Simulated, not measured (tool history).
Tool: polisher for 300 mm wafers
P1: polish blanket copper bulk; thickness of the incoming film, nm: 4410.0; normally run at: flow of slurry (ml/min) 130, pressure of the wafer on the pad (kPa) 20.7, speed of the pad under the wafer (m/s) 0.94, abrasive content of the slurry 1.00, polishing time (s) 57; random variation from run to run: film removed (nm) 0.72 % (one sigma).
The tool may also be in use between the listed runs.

run  hour  flow of slurry (ml/min)  pressure of the wafer on the pad (kPa)  speed of the pad under the wafer (m/s)  abrasive content of the slurry  polishing time (s)  film removed (nm)
  1   3.0                      130                                    20.7                                    0.94                            1.00                  57             566.31
  2   7.0                      130                                    20.7                                    0.94                            1.00                  57             569.24
  3  11.2                      130                                    20.7                                    0.94                            1.00                  26             259.32
  4  14.0                      130                                    20.7                                    0.94                            1.00                  57             575.54
  5  17.9                      180                                    20.7                                    0.94                            1.00                  31             330.32
  6  21.3                      130                                    20.7                                    0.94                            1.00                  88             889.16
  7  24.5                      130                                    20.7                                    1.36                            1.00                  57             816.72
  8  27.6                      130                                     9.7                                    0.94                            1.00                  57             263.31
  9  30.4                       80                                    20.7                                    0.94                            1.00                  57             499.59
 10  35.0                      130                                    31.0                                    0.94                            1.00                  57             840.74
 11  37.7                      130                                    20.7                                    0.42                            1.00                  57             254.10
 12  42.6                      130                                    20.7                                    0.94                            0.55                  57             501.80
 13  45.7                      130                                    20.7                                    0.94                            1.50                  57             618.24
 14  50.3                      170                                    20.7                                    0.94                            1.00                  57             597.96
 15  54.8                      130                                    20.7                                    0.94                            1.00                  57             573.32
 16  57.4                      130                                    20.7                                    0.94                            1.00                  57             566.03

Forecast run 17:
 17  62.0                      130                                    20.7                                    0.94                            1.00                  57                  ?

{"run 17": {"film removed (nm)": 565.04}}

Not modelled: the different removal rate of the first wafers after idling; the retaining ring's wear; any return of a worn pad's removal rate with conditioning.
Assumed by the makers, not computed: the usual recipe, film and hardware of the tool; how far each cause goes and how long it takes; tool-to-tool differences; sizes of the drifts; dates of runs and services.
